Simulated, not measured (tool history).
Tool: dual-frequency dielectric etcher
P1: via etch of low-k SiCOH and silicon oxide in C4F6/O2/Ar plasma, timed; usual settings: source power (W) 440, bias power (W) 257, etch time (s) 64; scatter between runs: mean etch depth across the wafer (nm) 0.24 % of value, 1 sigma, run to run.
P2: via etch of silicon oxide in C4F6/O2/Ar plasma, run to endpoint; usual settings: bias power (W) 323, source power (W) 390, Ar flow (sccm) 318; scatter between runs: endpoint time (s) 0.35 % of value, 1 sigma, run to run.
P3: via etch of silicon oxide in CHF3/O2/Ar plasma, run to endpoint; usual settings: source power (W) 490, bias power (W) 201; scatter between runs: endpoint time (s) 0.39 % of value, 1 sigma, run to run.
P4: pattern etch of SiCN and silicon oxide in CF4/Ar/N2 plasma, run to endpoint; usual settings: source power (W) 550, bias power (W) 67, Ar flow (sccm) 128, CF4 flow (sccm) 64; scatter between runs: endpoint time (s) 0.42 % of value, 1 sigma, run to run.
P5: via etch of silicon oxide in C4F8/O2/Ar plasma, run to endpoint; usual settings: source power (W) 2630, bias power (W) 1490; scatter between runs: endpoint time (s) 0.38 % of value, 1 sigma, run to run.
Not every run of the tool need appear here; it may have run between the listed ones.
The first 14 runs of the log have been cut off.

| run | day | process that ran | source power (W) | bias power (W) | etch time (s) | Ar flow (sccm) | CF4 flow (sccm) | hours since the last wet clean | hours since the last source power generator calibration | hours since the last bias power generator calibration | mean etch depth across the wafer (nm) | endpoint time (s) |
|---|---|---|---|---|---|---|---|---|---|---|---|---|
| 15 | 4.492 | P2 | 390 | 198 |  | 318 |  | 455.7 | 1363.3 | 473.7 |  | 42.935 |
| 16 | 4.862 | P3 | 490 | 201 |  |  |  | 464.6 | 1372.2 | 482.6 |  | 354.73 |
| 17 | 5.096 | P5 | 2630 | 1490 |  |  |  | 470.2 | 1377.8 | 488.2 |  | 413.91 |
| 18 | 5.483 | P1 | 440 | 257 | 41 |  |  | 479.5 | 1387.1 | 497.5 | 123.28 |  |
| 19 | 5.796 | P1 | 440 | 257 | 64 |  |  | 487 | 1394.6 | 505 | 192.64 |  |
| 20 | 6.183 | P1 | 440 | 257 | 93 |  |  | 496.3 | 1403.9 | 514.3 | 278.52 |  |
| 21 | 6.454 | P1 | 290 | 257 | 64 |  |  | 502.8 | 1410.4 | 520.8 | 165.07 |  |
| 22 | 6.871 | P1 | 440 | 185 | 64 |  |  | 512.8 | 1420.4 | 530.8 | 173.12 |  |
| 23 | 7.229 | P4 | 550 | 67 |  | 128 | 89 | 521.4 | 1429 | 539.4 |  | 9.9359 |
| 24 | 7.683 | P2 | 390 | 323 |  | 318 |  | 532.3 | 1439.9 | 550.3 |  | 36.137 |
| 25 | 7.921 | P1 | 620 | 257 | 64 |  |  | 538 | 1445.6 | 556 | 219.67 |  |
| 26 | 8.383 | P1 | 440 | 355 | 39 |  |  | 549.1 | 1456.7 | 567.1 | 131.14 |  |
| 27 | 8.638 | P2 | 500 | 323 |  | 318 |  | 555.2 | 1462.8 | 573.2 |  | 33.012 |
| 28 | 9.079 | P1 | 440 | 257 | 64 |  |  | 565.8 | 1473.4 | 583.8 | 192.3 |  |
| 29 | 9.283 | P1 | 440 | 257 | 64 |  |  | 570.7 | 1478.3 | 588.7 | 192.46 |  |
| 30 | 9.596 | P5 | 2630 | 1975 |  |  |  | 578.2 | 1485.8 | 596.2 |  | 380.97 |
| 31 | 9.829 | P3 | 400 | 201 |  |  |  | 583.8 | 1491.4 | 601.8 |  | 384.41 |
| 32 | 10.292 | P4 | 550 | 50 |  | 128 | 64 | 594.9 | 1502.5 | 612.9 |  | 11.598 |

For run 33, what comes out?
| 33 | 10.592 | P1 | 440 | 257 | 64 |  |  | 602.1 | 1509.7 | 620.1 | ? |  |

{"run 33": {"mean etch depth across the wafer (nm)": 192.35}}
